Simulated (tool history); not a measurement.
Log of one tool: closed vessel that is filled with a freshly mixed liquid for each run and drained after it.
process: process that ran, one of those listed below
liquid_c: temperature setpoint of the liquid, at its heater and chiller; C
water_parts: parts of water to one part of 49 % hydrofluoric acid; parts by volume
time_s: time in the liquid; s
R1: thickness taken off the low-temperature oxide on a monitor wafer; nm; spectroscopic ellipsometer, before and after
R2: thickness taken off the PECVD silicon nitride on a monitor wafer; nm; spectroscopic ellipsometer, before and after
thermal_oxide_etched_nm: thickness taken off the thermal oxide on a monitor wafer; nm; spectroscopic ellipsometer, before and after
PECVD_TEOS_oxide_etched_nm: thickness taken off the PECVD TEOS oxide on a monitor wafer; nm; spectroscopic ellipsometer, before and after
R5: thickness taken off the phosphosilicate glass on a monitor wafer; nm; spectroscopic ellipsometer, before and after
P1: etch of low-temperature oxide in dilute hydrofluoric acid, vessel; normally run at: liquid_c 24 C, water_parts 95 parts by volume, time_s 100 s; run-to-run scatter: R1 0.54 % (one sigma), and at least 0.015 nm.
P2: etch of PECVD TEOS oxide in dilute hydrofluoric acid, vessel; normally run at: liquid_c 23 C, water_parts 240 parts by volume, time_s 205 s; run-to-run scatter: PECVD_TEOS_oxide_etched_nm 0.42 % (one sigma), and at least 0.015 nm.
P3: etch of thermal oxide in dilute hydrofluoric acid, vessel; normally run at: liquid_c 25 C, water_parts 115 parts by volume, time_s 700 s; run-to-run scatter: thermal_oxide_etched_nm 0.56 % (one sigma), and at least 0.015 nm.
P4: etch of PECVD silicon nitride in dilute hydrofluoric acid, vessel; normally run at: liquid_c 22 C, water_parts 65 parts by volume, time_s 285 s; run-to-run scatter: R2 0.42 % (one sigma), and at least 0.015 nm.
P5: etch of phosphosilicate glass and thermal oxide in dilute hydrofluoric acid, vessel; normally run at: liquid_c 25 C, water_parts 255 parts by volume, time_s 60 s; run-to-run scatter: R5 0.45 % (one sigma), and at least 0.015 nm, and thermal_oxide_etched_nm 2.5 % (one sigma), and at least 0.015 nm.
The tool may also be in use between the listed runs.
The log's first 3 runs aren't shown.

run 4 hour=41 | process=P1 liquid_c=24 water_parts=95 time_s=50 | R1=7.0926
run 5 hour=53.2 | process=P3 liquid_c=25 water_parts=115 time_s=700 | thermal_oxide_etched_nm=29.422
run 6 hour=59.7 | process=P1 liquid_c=24 water_parts=60 time_s=150 | R1=35.308
run 7 hour=73.8 | process=P1 liquid_c=24 water_parts=95 time_s=100 | R1=14.207
run 8 hour=82.7 | process=P1 liquid_c=24 water_parts=95 time_s=100 | R1=14.18
run 9 hour=92.5 | process=P2 liquid_c=23 water_parts=240 time_s=35 | PECVD_TEOS_oxide_etched_nm=1.375
run 10 hour=100.8 | process=P1 liquid_c=24 water_parts=130 time_s=100 | R1=9.9528
run 11 hour=111.8 | process=P1 liquid_c=24 water_parts=95 time_s=100 | R1=14.098
run 12 hour=125.2 | process=P3 liquid_c=25 water_parts=115 time_s=155 | thermal_oxide_etched_nm=6.575
run 13 hour=136.9 | process=P3 liquid_c=25 water_parts=50 time_s=700 | thermal_oxide_etched_nm=74.271
run 14 hour=144.1 | process=P3 liquid_c=25 water_parts=115 time_s=700 | thermal_oxide_etched_nm=29.572
run 15 hour=157.5 | process=P5 liquid_c=25 water_parts=255 time_s=30 | thermal_oxide_etched_nm=0.51529 R5=10.765
run 16 hour=168.9 | process=P5 liquid_c=25 water_parts=255 time_s=60 | thermal_oxide_etched_nm=1.0208 R5=21.604
run 17 hour=182.6 | process=P1 liquid_c=19.5 water_parts=95 time_s=100 | R1=11.863
run 18 hour=191.7 | process=P4 liquid_c=22 water_parts=65 time_s=285 | R2=13.228
run 19 hour=198.3 | process=P3 liquid_c=32 water_parts=115 time_s=700 | thermal_oxide_etched_nm=38.671
run 20 hour=206.7 | process=P4 liquid_c=17 water_parts=65 time_s=285 | R2=9.4327
run 21 hour=220 | process=P4 liquid_c=22 water_parts=65 time_s=515 | R2=23.943
run 22 hour=228.5 | process=P5 liquid_c=25 water_parts=90 time_s=60 | thermal_oxide_etched_nm=3.4419 R5=74.096
run 23 hour=237.4 | process=P2 liquid_c=23 water_parts=80 time_s=205 | PECVD_TEOS_oxide_etched_nm=28.696

Run 24 comes next. What will it give?
run 24 hour=250.1 | process=P1 liquid_c=24 water_parts=95 time_s=100 | R1=?

{"run 24": {"R1": 14.168}}

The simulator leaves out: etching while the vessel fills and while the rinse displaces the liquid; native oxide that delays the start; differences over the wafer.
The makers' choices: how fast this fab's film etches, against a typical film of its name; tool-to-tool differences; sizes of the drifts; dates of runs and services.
